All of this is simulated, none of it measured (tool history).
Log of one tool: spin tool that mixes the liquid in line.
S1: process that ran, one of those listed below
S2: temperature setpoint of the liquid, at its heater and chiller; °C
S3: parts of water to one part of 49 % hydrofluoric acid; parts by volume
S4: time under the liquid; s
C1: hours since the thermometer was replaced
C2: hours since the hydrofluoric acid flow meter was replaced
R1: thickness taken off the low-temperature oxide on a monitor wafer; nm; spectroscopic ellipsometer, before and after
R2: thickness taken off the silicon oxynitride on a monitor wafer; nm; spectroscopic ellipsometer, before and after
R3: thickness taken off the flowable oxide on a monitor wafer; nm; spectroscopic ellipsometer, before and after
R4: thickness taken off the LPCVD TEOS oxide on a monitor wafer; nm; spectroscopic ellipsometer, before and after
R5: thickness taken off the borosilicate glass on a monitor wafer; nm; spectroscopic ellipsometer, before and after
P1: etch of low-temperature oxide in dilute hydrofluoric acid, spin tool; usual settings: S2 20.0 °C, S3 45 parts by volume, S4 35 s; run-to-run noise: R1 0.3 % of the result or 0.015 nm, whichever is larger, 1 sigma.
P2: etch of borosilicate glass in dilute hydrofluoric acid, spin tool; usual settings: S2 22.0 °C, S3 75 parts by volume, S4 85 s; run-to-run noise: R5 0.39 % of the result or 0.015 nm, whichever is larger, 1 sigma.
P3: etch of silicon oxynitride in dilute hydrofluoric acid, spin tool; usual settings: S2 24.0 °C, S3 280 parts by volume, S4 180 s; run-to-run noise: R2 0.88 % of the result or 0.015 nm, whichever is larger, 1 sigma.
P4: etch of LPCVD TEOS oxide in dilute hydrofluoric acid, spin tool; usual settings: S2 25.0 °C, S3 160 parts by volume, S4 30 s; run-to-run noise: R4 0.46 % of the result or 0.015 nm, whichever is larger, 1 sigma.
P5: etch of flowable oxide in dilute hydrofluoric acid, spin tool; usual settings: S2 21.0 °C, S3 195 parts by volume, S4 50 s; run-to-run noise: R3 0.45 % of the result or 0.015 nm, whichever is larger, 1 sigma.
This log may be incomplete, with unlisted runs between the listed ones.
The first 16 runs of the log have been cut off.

run   hour  S1    S2   S3  S4      C1      C2       R1  R2      R3       R4      R5
 17   71.5  P1  20.0   75  60  1201.1  1205.1  11.7630
 18   75.9  P4  25.0  160  55  1205.5  1209.5                       13.5960
 19   79.1  P1  20.0   45  55  1208.7  1212.7  18.4860
 20   83.4  P1  26.0   45  35  1213.0  1217.0  15.2060
 21   88.9  P5  21.0  195  50  1218.5  1222.5               7.6865
 22   92.7  P4  25.0  295  30  1222.3  1226.3                        3.4736
 23   96.1  P1  20.0   45  35  1225.7  1229.7  11.7550
      97.4  -- hydrofluoric acid flow meter replaced
 24   99.0  P1  17.0   45  35  1228.6     1.7  10.3140
 25  103.2  P2  22.0   75  15  1232.8     5.9                                10.361

Estimate the outcome of run 26 from the log above:
 26  108.0  P3  24.0  280  180  1237.6  10.7       ?

R2: 2.62770 nm

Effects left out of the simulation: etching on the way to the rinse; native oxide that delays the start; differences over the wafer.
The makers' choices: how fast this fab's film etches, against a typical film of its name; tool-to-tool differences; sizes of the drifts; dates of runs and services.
